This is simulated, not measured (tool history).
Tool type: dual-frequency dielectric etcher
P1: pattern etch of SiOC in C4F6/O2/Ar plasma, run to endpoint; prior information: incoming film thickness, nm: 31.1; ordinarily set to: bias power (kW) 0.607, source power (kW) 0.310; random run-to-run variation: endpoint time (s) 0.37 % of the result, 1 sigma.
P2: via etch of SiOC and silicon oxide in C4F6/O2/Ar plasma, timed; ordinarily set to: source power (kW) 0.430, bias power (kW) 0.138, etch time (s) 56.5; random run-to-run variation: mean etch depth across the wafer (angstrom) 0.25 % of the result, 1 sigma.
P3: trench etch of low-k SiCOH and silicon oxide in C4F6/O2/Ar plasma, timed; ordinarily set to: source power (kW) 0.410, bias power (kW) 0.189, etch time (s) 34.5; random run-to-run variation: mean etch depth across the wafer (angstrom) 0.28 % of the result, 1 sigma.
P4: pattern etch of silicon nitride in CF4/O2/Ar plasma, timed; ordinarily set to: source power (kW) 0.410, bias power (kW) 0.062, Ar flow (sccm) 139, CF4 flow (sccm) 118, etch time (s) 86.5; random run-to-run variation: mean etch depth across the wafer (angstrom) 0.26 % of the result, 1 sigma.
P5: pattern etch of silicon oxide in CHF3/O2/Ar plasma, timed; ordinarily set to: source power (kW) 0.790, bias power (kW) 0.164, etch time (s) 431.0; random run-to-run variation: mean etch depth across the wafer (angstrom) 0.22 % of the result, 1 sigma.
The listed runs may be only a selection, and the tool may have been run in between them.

| run | hour | process that ran | bias power (kW) | source power (kW) | Ar flow (sccm) | CF4 flow (sccm) | etch time (s) | hours since the last wet clean | hours since the last bias power generator calibration | hours since the last source power generator calibration | endpoint time (s) | mean etch depth across the wafer (angstrom) |
|---|---|---|---|---|---|---|---|---|---|---|---|---|
| 1 | 3.8 | P1 | 0.607 | 0.310 |  |  |  | 429.1 | 377.5 | 1800.2 | 10.3560 |  |
| 2 | 10.8 | P1 | 0.743 | 0.310 |  |  |  | 436.1 | 384.5 | 1807.2 | 9.6632 |  |
| 3 | 14.7 | P1 | 0.765 | 0.230 |  |  |  | 440.0 | 388.4 | 1811.1 | 10.5530 |  |
| 4 | 19.7 | P1 | 0.607 | 0.310 |  |  |  | 445.0 | 393.4 | 1816.1 | 10.4820 |  |
| 5 | 27.5 | P1 | 0.607 | 0.210 |  |  |  | 452.8 | 401.2 | 1823.9 | 11.9980 |  |
| 6 | 31.1 | P4 | 0.062 | 0.410 | 139 | 118 | 86.5 | 456.4 | 404.8 | 1827.5 |  | 1529.90 |
| 7 | 35.7 | P5 | 0.113 | 0.790 |  |  | 431.0 | 461.0 | 409.4 | 1832.1 |  | 8102.70 |
| 8 | 40.5 | P2 | 0.138 | 0.430 |  |  | 79.0 | 465.8 | 414.2 | 1836.9 |  | 841.56 |
| 9 | 45.5 | P3 | 0.137 | 0.410 |  |  | 34.5 | 470.8 | 419.2 | 1841.9 |  | 969.30 |
| 10 | 49.4 | P3 | 0.189 | 0.410 |  |  | 22.0 | 474.7 | 423.1 | 1845.8 |  | 682.67 |
| 11 | 53.5 | P5 | 0.164 | 0.790 |  |  | 431.0 | 478.8 | 427.2 | 1849.9 |  | 9084.90 |
| 12 | 57.7 | P1 | 0.607 | 0.310 |  |  |  | 483.0 | 431.4 | 1854.1 | 10.3600 |  |
| 13 | 62.3 | P4 | 0.047 | 0.410 | 139 | 118 | 86.5 | 487.6 | 436.0 | 1858.7 |  | 1371.20 |
| 14 | 65.7 | P1 | 0.607 | 0.310 |  |  |  | 491.0 | 439.4 | 1862.1 | 10.3420 |  |
| 15 | 73.1 | P2 | 0.138 | 0.430 |  |  | 56.5 | 498.4 | 446.8 | 1869.5 |  | 603.21 |
| 16 | 80.7 | P3 | 0.189 | 0.510 |  |  | 34.5 | 506.0 | 454.4 | 1877.1 |  | 1166.00 |
| 17 | 84.4 | P1 | 0.488 | 0.310 |  |  |  | 509.7 | 458.1 | 1880.8 | 11.2520 |  |
| 18 | 88.0 | P5 | 0.164 | 0.790 |  |  | 605.0 | 513.3 | 461.7 | 1884.4 |  | 12763.00 |
| 19 | 95.7 | P4 | 0.062 | 0.410 | 88 | 118 | 86.5 | 521.0 | 469.4 | 1892.1 |  | 1599.90 |
| 20 | 102.5 | P1 | 0.493 | 0.410 |  |  |  | 527.8 | 476.2 | 1898.9 | 10.1380 |  |
| 21 | 108.9 | P4 | 0.062 | 0.490 | 139 | 118 | 86.5 | 534.2 | 482.6 | 1905.3 |  | 1788.30 |
| 22 | 113.0 | P4 | 0.062 | 0.410 | 139 | 118 | 55.5 | 538.3 | 486.7 | 1909.4 |  | 977.41 |
| 23 | 117.4 | P2 | 0.138 | 0.510 |  |  | 56.5 | 542.7 | 491.1 | 1913.8 |  | 644.06 |
| 24 | 123.5 | P5 | 0.164 | 1.100 |  |  | 431.0 | 548.8 | 497.2 | 1919.9 |  | 10328.00 |
| 25 | 129.3 | P1 | 0.782 | 0.210 |  |  |  | 554.6 | 503.0 | 1925.7 | 10.8810 |  |
| 26 | 134.9 | P2 | 0.138 | 0.430 |  |  | 56.5 | 560.2 | 508.6 | 1931.3 |  | 601.91 |
| 27 | 140.9 | P4 | 0.062 | 0.410 | 139 | 74 | 86.5 | 566.2 | 514.6 | 1937.3 |  | 1447.20 |
| 28 | 147.9 | P1 | 0.607 | 0.310 |  |  |  | 573.2 | 521.6 | 1944.3 | 10.4400 |  |
| 29 | 154.1 | P3 | 0.189 | 0.410 |  |  | 34.5 | 579.4 | 527.8 | 1950.5 |  | 1071.10 |
| 30 | 159.5 | P1 | 0.607 | 0.410 |  |  |  | 584.8 | 533.2 | 1955.9 | 9.3879 |  |
| 31 | 163.6 | P2 | 0.174 | 0.430 |  |  | 56.5 | 588.9 | 537.3 | 1960.0 |  | 646.82 |
| 32 | 170.6 | P1 | 0.607 | 0.310 |  |  |  | 595.9 | 544.3 | 1967.0 | 10.4200 |  |
| 33 | 175.7 | P1 | 0.607 | 0.310 |  |  |  | 601.0 | 549.4 | 1972.1 | 10.4000 |  |
| 34 | 181.5 | P1 | 0.607 | 0.310 |  |  |  | 606.8 | 555.2 | 1977.9 | 10.4690 |  |
| 35 | 186.8 | P1 | 0.607 | 0.310 |  |  |  | 612.1 | 560.5 | 1983.2 | 10.5460 |  |
| 36 | 191.3 | P1 | 0.607 | 0.310 |  |  |  | 616.6 | 565.0 | 1987.7 | 10.6170 |  |
|  | 194.6 | wet clean of the chamber |
| 37 | 198.1 | P1 | 0.607 | 0.310 |  |  |  | 3.6 | 571.8 | 1994.5 | 10.5520 |  |
| 38 | 205.9 | P1 | 0.607 | 0.310 |  |  |  | 11.4 | 579.6 | 2002.3 | 10.5930 |  |
| 39 | 210.4 | P1 | 0.607 | 0.310 |  |  |  | 15.9 | 584.1 | 2006.8 | 10.5340 |  |
| 40 | 216.9 | P1 | 0.607 | 0.310 |  |  |  | 22.4 | 590.6 | 2013.3 | 10.5640 |  |
| 41 | 220.7 | P1 | 0.607 | 0.310 |  |  |  | 26.2 | 594.4 | 2017.1 | 10.5780 |  |

Predict the results of run 42:
| 42 | 228.0 | P1 | 0.607 | 0.310 |  |  |  | 33.5 | 601.7 | 2024.4 | ? |  |

{"run 42": {"endpoint time (s)": 10.603}}

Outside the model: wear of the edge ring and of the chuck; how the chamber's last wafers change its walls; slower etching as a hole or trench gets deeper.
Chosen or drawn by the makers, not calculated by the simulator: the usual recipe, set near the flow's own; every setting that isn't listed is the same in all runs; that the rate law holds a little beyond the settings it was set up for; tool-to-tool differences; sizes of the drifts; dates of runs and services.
